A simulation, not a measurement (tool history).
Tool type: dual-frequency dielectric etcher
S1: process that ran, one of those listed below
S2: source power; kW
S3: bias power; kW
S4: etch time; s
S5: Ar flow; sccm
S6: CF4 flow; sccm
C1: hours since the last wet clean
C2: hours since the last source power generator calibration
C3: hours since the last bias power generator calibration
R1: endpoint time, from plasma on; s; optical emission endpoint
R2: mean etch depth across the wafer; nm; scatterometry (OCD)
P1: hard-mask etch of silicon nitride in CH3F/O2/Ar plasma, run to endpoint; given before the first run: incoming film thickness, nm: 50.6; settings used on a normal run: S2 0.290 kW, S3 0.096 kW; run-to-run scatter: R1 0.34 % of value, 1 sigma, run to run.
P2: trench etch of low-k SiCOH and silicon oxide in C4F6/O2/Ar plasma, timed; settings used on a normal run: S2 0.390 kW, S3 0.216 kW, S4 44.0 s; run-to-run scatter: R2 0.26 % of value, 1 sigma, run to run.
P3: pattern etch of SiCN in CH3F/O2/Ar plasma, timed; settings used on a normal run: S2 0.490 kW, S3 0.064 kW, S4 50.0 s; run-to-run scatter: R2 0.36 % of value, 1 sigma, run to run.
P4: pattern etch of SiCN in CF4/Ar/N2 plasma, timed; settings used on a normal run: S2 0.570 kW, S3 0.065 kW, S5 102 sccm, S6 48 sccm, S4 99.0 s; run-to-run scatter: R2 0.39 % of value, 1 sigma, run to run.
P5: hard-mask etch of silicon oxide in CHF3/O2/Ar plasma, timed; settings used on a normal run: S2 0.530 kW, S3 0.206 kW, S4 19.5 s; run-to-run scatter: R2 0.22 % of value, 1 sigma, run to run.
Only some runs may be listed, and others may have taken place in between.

Run 1, hour 14.1: S1 P1, S2 0.290 kW, S3 0.096 kW; C1 307.0; C2 2608.4; C3 2685.4. Result: R1 75.706 s.
Run 2, hour 22.3: S1 P3, S2 0.490 kW, S3 0.064 kW, S4 29.5 s; C1 315.2; C2 2616.6; C3 2693.6. Result: R2 11.473 nm.
Run 3, hour 32.4: S1 P1, S2 0.290 kW, S3 0.096 kW; C1 325.3; C2 2626.7; C3 2703.7. Result: R1 75.850 s.
Run 4, hour 46.7: S1 P4, S2 0.570 kW, S3 0.065 kW, S4 99.0 s, S5 102 sccm, S6 39 sccm; C1 339.6; C2 2641.0; C3 2718.0. Result: R2 93.026 nm.
Run 5, hour 61.2: S1 P3, S2 0.660 kW, S3 0.064 kW, S4 50.0 s; C1 354.1; C2 2655.5; C3 2732.5. Result: R2 21.771 nm.
Run 6, hour 75.1: S1 P3, S2 0.490 kW, S3 0.052 kW, S4 50.0 s; C1 368.0; C2 2669.4; C3 2746.4. Result: R2 18.063 nm.
Run 7, hour 84.2: S1 P2, S2 0.390 kW, S3 0.172 kW, S4 44.0 s; C1 377.1; C2 2678.5; C3 2755.5. Result: R2 137.280 nm.
Run 8, hour 93.6: S1 P5, S2 0.530 kW, S3 0.206 kW, S4 19.5 s; C1 386.5; C2 2687.9; C3 2764.9. Result: R2 37.303 nm.
Run 9, hour 106.2: S1 P3, S2 0.490 kW, S3 0.064 kW, S4 50.0 s; C1 399.1; C2 2700.5; C3 2777.5. Result: R2 19.341 nm.
Run 10, hour 116.8: S1 P1, S2 0.290 kW, S3 0.117 kW; C1 409.7; C2 2711.1; C3 2788.1. Result: R1 70.709 s.
Run 11, hour 129.6: S1 P4, S2 0.570 kW, S3 0.050 kW, S4 99.0 s, S5 102 sccm, S6 48 sccm; C1 422.5; C2 2723.9; C3 2800.9. Result: R2 87.668 nm.
Run 12, hour 138.3: S1 P2, S2 0.390 kW, S3 0.216 kW, S4 58.0 s; C1 431.2; C2 2732.6; C3 2809.6. Result: R2 195.120 nm.
Run 13, hour 148.5: S1 P1, S2 0.290 kW, S3 0.096 kW; C1 441.4; C2 2742.8; C3 2819.8. Result: R1 75.820 s.
Run 14, hour 156.9: S1 P5, S2 0.320 kW, S3 0.206 kW, S4 19.5 s; C1 449.8; C2 2751.2; C3 2828.2. Result: R2 30.878 nm.
Run 15, hour 166.6: S1 P1, S2 0.290 kW, S3 0.096 kW; C1 459.5; C2 2760.9; C3 2837.9. Result: R1 76.321 s.
Run 16, hour 175.1: S1 P4, S2 0.570 kW, S3 0.065 kW, S4 99.0 s, S5 123 sccm, S6 48 sccm; C1 468.0; C2 2769.4; C3 2846.4. Result: R2 92.962 nm.
At hour 183.7: wet clean of the chamber.
Run 17, hour 184.5: S1 P4, S2 0.420 kW, S3 0.065 kW, S4 99.0 s, S5 102 sccm, S6 48 sccm; C1 0.9; C2 2778.8; C3 2855.8. Result: R2 73.541 nm.
Run 18, hour 193.3: S1 P5, S2 0.530 kW, S3 0.206 kW, S4 19.5 s; C1 9.7; C2 2787.6; C3 2864.6. Result: R2 37.241 nm.
Run 19, hour 201.7: S1 P4, S2 0.570 kW, S3 0.065 kW, S4 141.0 s, S5 102 sccm, S6 48 sccm; C1 18.1; C2 2796.0; C3 2873.0. Result: R2 136.320 nm.
Run 20, hour 210.9: S1 P1, S2 0.340 kW, S3 0.126 kW; C1 27.3; C2 2805.2; C3 2882.2. Result: R1 64.318 s.
Run 21, hour 219.2: S1 P2, S2 0.230 kW, S3 0.216 kW, S4 44.0 s; C1 35.6; C2 2813.5; C3 2890.5. Result: R2 120.730 nm.
Run 22, hour 229.9: S1 P1, S2 0.400 kW, S3 0.096 kW; C1 46.3; C2 2824.2; C3 2901.2. Result: R1 67.105 s.
Run 23, hour 238.0: S1 P5, S2 0.530 kW, S3 0.206 kW, S4 26.0 s; C1 54.4; C2 2832.3; C3 2909.3. Result: R2 49.925 nm.
Run 24, hour 245.5: S1 P5, S2 0.530 kW, S3 0.277 kW, S4 19.5 s; C1 61.9; C2 2839.8; C3 2916.8. Result: R2 41.582 nm.
Run 25, hour 255.4: S1 P1, S2 0.290 kW, S3 0.064 kW; C1 71.8; C2 2849.7; C3 2926.7. Result: R1 87.783 s.
Run 26, hour 262.4: S1 P3, S2 0.490 kW, S3 0.064 kW, S4 50.0 s; C1 78.8; C2 2856.7; C3 2933.7. Result: R2 19.423 nm.
Run 27, hour 276.3: S1 P4, S2 0.570 kW, S3 0.065 kW, S4 99.0 s, S5 102 sccm, S6 48 sccm; C1 92.7; C2 2870.6; C3 2947.6. Result: R2 95.578 nm.
Run 28, hour 282.7: S1 P2, S2 0.390 kW, S3 0.216 kW, S4 44.0 s; C1 99.1; C2 2877.0; C3 2954.0. Result: R2 148.280 nm.
Run 29, hour 296.4: S1 P1, S2 0.190 kW, S3 0.096 kW; C1 112.8; C2 2890.7; C3 2967.7. Result: R1 88.729 s.
Run 30, hour 303.8: S1 P1, S2 0.290 kW, S3 0.096 kW; C1 120.2; C2 2898.1; C3 2975.1. Result: R1 76.647 s.
Run 31, hour 314.4: S1 P1, S2 0.290 kW, S3 0.096 kW; C1 130.8; C2 2908.7; C3 2985.7. Result: R1 76.357 s.
Run 32, hour 321.4: S1 P1, S2 0.290 kW, S3 0.096 kW; C1 137.8; C2 2915.7; C3 2992.7. Result: R1 76.384 s.
Run 33, hour 330.9: S1 P1, S2 0.290 kW, S3 0.096 kW; C1 147.3; C2 2925.2; C3 3002.2. Result: R1 76.970 s.
Run 34, hour 342.6: S1 P1, S2 0.290 kW, S3 0.096 kW; C1 159.0; C2 2936.9; C3 3013.9. Result: R1 76.959 s.
Run 35, hour 356.5: S1 P1, S2 0.290 kW, S3 0.096 kW; C1 172.9; C2 2950.8; C3 3027.8. Result: R1 76.980 s.
At hour 359.5: wet clean of the chamber.
Run 36, hour 369.9: S1 P1, S2 0.290 kW, S3 0.096 kW; C1 10.5; C2 2964.2; C3 3041.2. Result: R1 77.127 s.
Run 37, hour 379.7: S1 P1, S2 0.290 kW, S3 0.096 kW; C1 20.3; C2 2974.0; C3 3051.0. Result: R1 77.058 s.
Run 38, hour 388.0: S1 P1, S2 0.290 kW, S3 0.096 kW; C1 28.6; C2 2982.3; C3 3059.3. Result: R1 76.894 s.
Run 39, hour 398.2: S1 P1, S2 0.290 kW, S3 0.096 kW; C1 38.8; C2 2992.5; C3 3069.5. Result: R1 77.303 s.
Run 40, hour 407.1: S1 P1, S2 0.290 kW, S3 0.096 kW; C1 47.7; C2 3001.4; C3 3078.4. Result: R1 77.721 s.

P1 has crept away from where it was. The log is fitted equally well by each of these 2 causes, at the sizes shown:
A: source power that arrives under what is set, % = 4.55
B: bias power that arrives under what is set, % = 4.55
Creep in the process output first set in at about hour 303.8.
Ruled out, with reasons:
chamber walls in a state that lowers the etch rate, %: serviced after onset, at hour 359.5, with no recovery of the prior output

You are offered 4 check runs, listed below with question marks in place of their results; each one averages 2 wafers. Which run separates the listed causes by giving clearly different results for each?
Run check 1, hour 416.0: S1 P3, S2 0.490 kW, S3 0.064 kW, S4 50.0 s. Result: R2 ?.
Run check 2, hour 416.0: S1 P4, S2 0.570 kW, S3 0.065 kW, S4 99.0 s, S5 102 sccm, S6 48 sccm. Result: R2 ?.
Run check 3, hour 416.0: S1 P5, S2 0.530 kW, S3 0.206 kW, S4 19.5 s. Result: R2 ?.
Run check 4, hour 416.0: S1 P2, S2 0.390 kW, S3 0.216 kW, S4 44.0 s. Result: R2 ?.

Expected result of each check under each candidate cause:
  check  result     if A     if B
check 1      R2   19.033   19.072
check 2      R2   92.065   94.322
check 3      R2   36.725   36.780
check 4      R2  145.370  145.760
Gap, in per cent, between the two causes that each check separates least, read from the result that separates them most: check 1 0.2 %; check 2 2.42 %; check 3 0.15 %; check 4 0.27 %
Check 2 tells the causes apart: in the others they would give nearly the same result.

With check 2 done, the readings were: R2 94.218 nm. Identify which of the listed causes applies.

The correct cause is B, namely: bias power that arrives under what is set, %.

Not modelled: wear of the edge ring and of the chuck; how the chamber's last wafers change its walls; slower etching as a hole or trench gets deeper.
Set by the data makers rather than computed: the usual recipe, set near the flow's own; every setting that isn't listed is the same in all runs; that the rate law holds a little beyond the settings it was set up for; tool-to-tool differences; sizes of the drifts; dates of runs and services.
